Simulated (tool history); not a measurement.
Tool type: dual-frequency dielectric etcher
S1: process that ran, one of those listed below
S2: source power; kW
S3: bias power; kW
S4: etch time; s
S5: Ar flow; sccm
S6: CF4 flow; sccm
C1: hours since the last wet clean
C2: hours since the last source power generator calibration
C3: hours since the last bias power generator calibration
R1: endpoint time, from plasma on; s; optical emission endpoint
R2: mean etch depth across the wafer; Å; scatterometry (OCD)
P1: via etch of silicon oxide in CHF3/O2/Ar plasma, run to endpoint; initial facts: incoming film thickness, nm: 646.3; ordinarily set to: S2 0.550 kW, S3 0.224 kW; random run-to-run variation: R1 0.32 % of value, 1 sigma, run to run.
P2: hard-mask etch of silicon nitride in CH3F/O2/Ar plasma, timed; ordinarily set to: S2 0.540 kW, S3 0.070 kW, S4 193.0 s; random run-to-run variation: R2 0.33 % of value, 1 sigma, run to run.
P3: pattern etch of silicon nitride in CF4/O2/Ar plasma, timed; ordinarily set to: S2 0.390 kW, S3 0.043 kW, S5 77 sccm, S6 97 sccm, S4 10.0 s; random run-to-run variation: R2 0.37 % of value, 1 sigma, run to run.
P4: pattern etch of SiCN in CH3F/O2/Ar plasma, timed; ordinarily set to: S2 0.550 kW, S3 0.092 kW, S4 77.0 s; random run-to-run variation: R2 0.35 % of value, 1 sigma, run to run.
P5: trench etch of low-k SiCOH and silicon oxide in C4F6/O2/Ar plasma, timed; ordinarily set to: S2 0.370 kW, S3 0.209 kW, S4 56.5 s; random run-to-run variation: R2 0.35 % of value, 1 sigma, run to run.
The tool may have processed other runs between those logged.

run   hour  S1     S2     S3     S4  S5  S6     C1      C2      C3      R1       R2
  1   11.3  P1  0.550  0.224                 350.2  2125.4  1089.2  311.53
  2   18.1  P4  0.330  0.092   77.0          357.0  2132.2  1096.0           307.25
  3   31.6  P1  0.550  0.224                 370.5  2145.7  1109.5  310.33
  4   38.4  P1  0.430  0.224                 377.3  2152.5  1116.3  341.76
  5   49.0  P4  0.550  0.092  100.0          387.9  2163.1  1126.9           487.37
  6   60.0  P3  0.390  0.043   10.0  47  97  398.9  2174.1  1137.9           155.94
  7   70.1  P3  0.390  0.043   14.5  77  97  409.0  2184.2  1148.0           215.04
  8   77.3  P2  0.360  0.070  193.0          416.2  2191.4  1155.2          1238.30
  9   84.0  P4  0.550  0.092   77.0          422.9  2198.1  1161.9           371.60
 10   93.4  P1  0.550  0.280                 432.3  2207.5  1171.3  285.68
 11  105.1  P4  0.550  0.092   77.0          444.0  2219.2  1183.0           371.83
 12  115.4  P1  0.550  0.224                 454.3  2229.5  1193.3  309.42
 13  127.6  P3  0.390  0.043   10.0  77  75  466.5  2241.7  1205.5           144.10
 14  140.2  P1  0.550  0.224                 479.1  2254.3  1218.1  310.01
 15  149.1  P5  0.370  0.151   56.5          488.0  2263.2  1227.0          1697.90
 16  161.1  P2  0.540  0.070  129.5          500.0  2275.2  1239.0           975.55
 17  173.4  P3  0.390  0.043   10.0  77  97  512.3  2287.5  1251.3           147.43
 18  186.0  P3  0.390  0.058   10.0  77  97  524.9  2300.1  1263.9           166.19
 19  193.9  P1  0.550  0.224                 532.8  2308.0  1271.8  309.82
 20  200.2  P1  0.550  0.224                 539.1  2314.3  1278.1  308.59
 21  208.0  P1  0.680  0.181                 546.9  2322.1  1285.9  308.97
 22  218.4  P2  0.540  0.070  193.0          557.3  2332.5  1296.3          1448.20
 23  224.6  P5  0.520  0.209   56.5          563.5  2338.7  1302.5          2141.70
 24  231.5  P2  0.540  0.050  193.0          570.4  2345.6  1309.4          1310.20
 25  242.0  P2  0.540  0.070  193.0          580.9  2356.1  1319.9          1456.50
 26  251.2  P1  0.550  0.139                 590.1  2365.3  1329.1  364.55
 27  257.1  P1  0.750  0.224                 596.0  2371.2  1335.0  274.93
 28  269.9  P4  0.550  0.054   77.0          608.8  2384.0  1347.8           310.52
 29  278.9  P5  0.370  0.209   56.5          617.8  2393.0  1356.8          1868.30
 30  292.0  P3  0.280  0.043   10.0  77  97  630.9  2406.1  1369.9           111.42
 31  299.5  P5  0.370  0.209   41.5          638.4  2413.6  1377.4          1383.40
 32  311.6  P1  0.550  0.224                 650.5  2425.7  1389.5  311.09
 33  323.0  P1  0.550  0.224                 661.9  2437.1  1400.9  314.63
 34  331.6  P1  0.550  0.224                 670.5  2445.7  1409.5  313.76
 35  345.1  P1  0.550  0.224                 684.0  2459.2  1423.0  314.72
 36  353.6  P1  0.550  0.224                 692.5  2467.7  1431.5  313.79
     359.7  -- wet clean of the chamber
 37  363.2  P1  0.550  0.224                   3.6  2477.3  1441.1  314.93
 38  376.3  P1  0.550  0.224                  16.7  2490.4  1454.2  314.39

The log shows P1 creeping away from where it was. Any of the 2 causes listed here, at the size stated for it, fits the log just as well as the others:
A: bias power that arrives under what is set, % = 4.5
B: source power that arrives under what is set, % = 4.2
The creep began at about hour 311.6.
Every other cause this tool's parts could produce, and why it does not fit the log:
chamber walls in a state that lowers the etch rate, %: was serviced at hour 359.7, once the creep was under way, yet the earlier output never came back

Below are 4 check runs, each averaged over 2 wafers, with their results shown as question marks. Which of them would give clearly different results depending on which cause is behind the drift?
check 1  389.4  P4  0.550  0.092   77.0                           ?
check 2  389.4  P2  0.540  0.070  193.0                           ?
check 3  389.4  P3  0.390  0.043   10.0  77  97                   ?
check 4  389.4  P5  0.370  0.209   56.5                           ?

What each check would give under each cause:
  check  result     if A     if B
check 1      R2   366.47   366.72
check 2      R2  1429.30  1427.60
check 3      R2   145.96   142.91
check 4      R2  1848.00  1845.20
Minimum pairwise separation of causes per check, each pair taken at its best-separating result: check 1 0.07 %; check 2 0.12 %; check 3 2.12 %; check 4 0.15 %
Check 3 distinguishes between the causes, while the remaining checks would return nearly the same result for all of them.

Here is what check 3 returned: R2 146.51 Å. Which cause is it?

A is the cause: bias power that arrives under what is set, %.
